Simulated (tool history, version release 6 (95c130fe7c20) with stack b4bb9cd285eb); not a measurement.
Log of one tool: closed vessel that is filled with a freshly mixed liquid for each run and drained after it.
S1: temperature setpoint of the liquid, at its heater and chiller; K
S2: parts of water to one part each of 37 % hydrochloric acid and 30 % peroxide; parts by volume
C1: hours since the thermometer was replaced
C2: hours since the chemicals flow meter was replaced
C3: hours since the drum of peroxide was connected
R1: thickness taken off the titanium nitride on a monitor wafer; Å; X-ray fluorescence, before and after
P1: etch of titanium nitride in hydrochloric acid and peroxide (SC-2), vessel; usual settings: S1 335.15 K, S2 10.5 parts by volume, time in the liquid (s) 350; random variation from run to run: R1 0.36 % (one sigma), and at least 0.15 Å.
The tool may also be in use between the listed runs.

run 1 hour=4.7 | S1=335.15 S2=10.5 time_in_the_liquid_(s)=350 | C1=916.3 C2=606 C3=63.8 | R1=186.45
run 2 hour=7.3 | S1=335.15 S2=10.5 time_in_the_liquid_(s)=350 | C1=918.9 C2=608.6 C3=66.4 | R1=188
run 3 hour=12.1 | S1=335.15 S2=10.5 time_in_the_liquid_(s)=350 | C1=923.7 C2=613.4 C3=71.2 | R1=186.92
run 4 hour=14.9 | S1=335.15 S2=17 time_in_the_liquid_(s)=350 | C1=926.5 C2=616.2 C3=74 | R1=122.99
run 5 hour=19.8 | S1=342.65 S2=4.5 time_in_the_liquid_(s)=350 | C1=931.4 C2=621.1 C3=78.9 | R1=566.37
run 6 hour=22.7 | S1=335.15 S2=10.5 time_in_the_liquid_(s)=680 | C1=934.3 C2=624 C3=81.8 | R1=365.67
run 7 hour=26.3 | S1=335.15 S2=10.5 time_in_the_liquid_(s)=350 | C1=937.9 C2=627.6 C3=85.4 | R1=185.85
run 8 hour=28.6 | S1=335.15 S2=10.5 time_in_the_liquid_(s)=350 | C1=940.2 C2=629.9 C3=87.7 | R1=186.7
run 9 hour=31 | S1=335.15 S2=10.5 time_in_the_liquid_(s)=350 | C1=942.6 C2=632.3 C3=90.1 | R1=187.06
run 10 hour=35.3 | S1=335.15 S2=4 time_in_the_liquid_(s)=350 | C1=946.9 C2=636.6 C3=94.4 | R1=391.74
run 11 hour=39.9 | S1=321.15 S2=10.5 time_in_the_liquid_(s)=350 | C1=951.5 C2=641.2 C3=99 | R1=75.951
run 12 hour=44 | S1=345.15 S2=10.5 time_in_the_liquid_(s)=490 | C1=955.6 C2=645.3 C3=103.1 | R1=480.8
run 13 hour=47 | S1=345.15 S2=10.5 time_in_the_liquid_(s)=350 | C1=958.6 C2=648.3 C3=106.1 | R1=342.37
run 14 hour=50.2 | S1=335.15 S2=10.5 time_in_the_liquid_(s)=60 | C1=961.8 C2=651.5 C3=109.3 | R1=32.117
run 15 hour=55 | S1=335.15 S2=10.5 time_in_the_liquid_(s)=350 | C1=966.6 C2=656.3 C3=114.1 | R1=186.72
run 16 hour=59 | S1=335.15 S2=10.5 time_in_the_liquid_(s)=350 | C1=970.6 C2=660.3 C3=118.1 | R1=182.41
run 17 hour=61.8 | S1=335.15 S2=10.5 time_in_the_liquid_(s)=350 | C1=973.4 C2=663.1 C3=120.9 | R1=180.18
run 18 hour=66.7 | S1=335.15 S2=10.5 time_in_the_liquid_(s)=350 | C1=978.3 C2=668 C3=125.8 | R1=176.47
-- hour=68.9 new drum of peroxide connected
run 19 hour=71.5 | S1=335.15 S2=10.5 time_in_the_liquid_(s)=350 | C1=983.1 C2=672.8 C3=2.6 | R1=176.41
run 20 hour=76 | S1=335.15 S2=10.5 time_in_the_liquid_(s)=350 | C1=987.6 C2=677.3 C3=7.1 | R1=174.92
run 21 hour=79.2 | S1=335.15 S2=10.5 time_in_the_liquid_(s)=350 | C1=990.8 C2=680.5 C3=10.3 | R1=174.19

Forecast run 22:
run 22 hour=82.5 | S1=335.15 S2=10.5 time_in_the_liquid_(s)=350 | C1=994.1 C2=683.8 C3=13.6 | R1=?

{"run 22": {"R1": 173.43}}
